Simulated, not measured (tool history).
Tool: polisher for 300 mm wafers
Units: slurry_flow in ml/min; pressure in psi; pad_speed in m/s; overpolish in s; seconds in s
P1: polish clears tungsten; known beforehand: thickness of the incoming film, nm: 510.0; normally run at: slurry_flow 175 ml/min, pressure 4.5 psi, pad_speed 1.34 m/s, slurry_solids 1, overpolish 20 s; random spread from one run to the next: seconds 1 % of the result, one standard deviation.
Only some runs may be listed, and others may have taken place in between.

run   hour  slurry_flow  pressure  pad_speed  slurry_solids  overpolish  wafers polished on this pad  hours since the slurry nozzle was cleaned  hours since the head pressure was calibrated  hours since the slurry blender was calibrated  hours since the slurry got fresh peroxide  seconds
  1   10.2          175       4.5       1.34              1          20                          272                                        239                                         874.7                                           86.9                                       53.4   68.083
  2   22.4          175       4.5       1.34              1          20                          352                                      251.2                                         886.9                                           99.1                                       65.6   68.611
  3   37.1          135       4.5       1.34           1.35          20                          448                                      265.9                                         901.6                                          113.8                                       80.3   67.085
  4   52.5          245       4.5       0.76              1          20                          548                                      281.3                                           917                                          129.2                                       95.7   114.37
  5     67          105       4.5       1.34              1          20                          643                                      295.8                                         931.5                                          143.7                                      110.2   77.292
  6   81.8          175       3.2       1.34              1          20                          739                                      310.6                                         946.3                                          158.5                                        125   95.651
  7   91.4          175       4.5       1.34           1.45          20                          802                                      320.2                                         955.9                                          168.1                                      134.6   62.617
  8   99.2          175       4.5       1.34              1           6                          853                                        328                                         963.7                                          175.9                                      142.4   69.096
  9  110.8          225       4.5       1.34              1          20                          929                                      339.6                                         975.3                                          187.5                                        154   66.374
 10  122.8          175       4.5       0.72              1          20                         1007                                      351.6                                         987.3                                          199.5                                        166   127.99
 11  138.8          175       4.5       0.86              1           8                         1112                                      367.6                                        1003.3                                          215.5                                        182   105.74
 12  152.3          175       4.5       1.34              1          31                         1200                                      381.1                                        1016.8                                            229                                      195.5   68.678
 13  168.4          175       4.5       1.34            0.8          20                         1305                                      397.2                                        1032.9                                          245.1                                      211.6   72.401
 14  179.8          175       4.5       1.34              1          20                         1379                                      408.6                                        1044.3                                          256.5                                        223    68.74
 15  196.2          175       4.5       1.34              1          20                         1486                                        425                                        1060.7                                          272.9                                      239.4   68.267
     197.9  -- head pressure recalibrated
 16  207.8          175       4.5       2.06              1          20                         1562                                      436.6                                           9.9                                          284.5                                        251   44.163
 17  221.9          175       5.8       1.34              1          20                         1654                                      450.7                                            24                                          298.6                                      265.1   54.093
 18  236.3          175       4.5       1.34              1          20                         1748                                      465.1                                          38.4                                            313                                      279.5   68.127
 19  253.4          175       4.5       1.34              1          20                         1860                                      482.2                                          55.5                                          330.1                                      296.6   71.618
 20  268.4          175       4.5       1.34              1          20                         1958                                      497.2                                          70.5                                          345.1                                      311.6   74.178
       269  -- slurry blender recalibrated
     273.8  -- worn pad replaced by a new one
       279  -- head pressure recalibrated
 21  281.2          175       4.5       1.34              1          20                           48                                        510                                           2.2                                           12.2                                      324.4    74.02
 22  290.3          175       4.5       1.34              1          20                          107                                      519.1                                          11.3                                           21.3                                      333.5    72.29
 23  301.5          175       4.5       1.34              1          20                          181                                      530.3                                          22.5                                           32.5                                      344.7   75.373
 24  312.2          175       4.5       1.34              1          20                          250                                        541                                          33.2                                           43.2                                      355.4   73.223
 25  328.5          175       4.5       1.34              1          20                          357                                      557.3                                          49.5                                           59.5                                      371.7   75.917

The log shows P1 creeping away from where it was. Any of the 2 causes listed here, at the size stated for it, fits the log just as well as the others:
A: slurry flow missing at the pad, % = 37.1
B: peroxide lost from the slurry, % = 19.9
The process output started creeping at around hour 236.3.
What rules out each remaining cause:
removal rate lost through wear of the pad, %: work on it at hour 273.8, done after the drift set in, did not restore what the process gave before
head's pressure below its setpoint, %: work on it at hour 279, done after the drift set in, did not restore what the process gave before
abrasive missing from the slurry, %: work on it at hour 269, done after the drift set in, did not restore what the process gave before

Of the 4 check runs below, each run on 3 wafers with the results averaged and each result still a question mark, which one would tell the listed causes apart?
check 1  344.8          105       4.5       1.34              1          20                                                                                                                                                                                                                        ?
check 2  344.8          175       4.5       1.34              1          11                                                                                                                                                                                                                        ?
check 3  344.8          175       4.5       1.34              1           7                                                                                                                                                                                                                        ?
check 4  344.8          175       4.5       1.34              1           6                                                                                                                                                                                                                        ?

Expected result of each check under each candidate cause:
  check   result    if A    if B
check 1  seconds  86.433   82.25
check 2  seconds  74.617  74.605
check 3  seconds  74.617  74.605
check 4  seconds  74.617  74.605
Minimum pairwise separation of causes per check, each pair taken at its best-separating result: check 1 4.96 %; check 2 0.02 %; check 3 0.02 %; check 4 0.02 %
Check 1 distinguishes between the causes, while the remaining checks would return nearly the same result for all of them.

Check 1 was carried out, with these results: seconds 81.912 s. Which of the listed causes is responsible?

It was cause B: peroxide lost from the slurry, %.
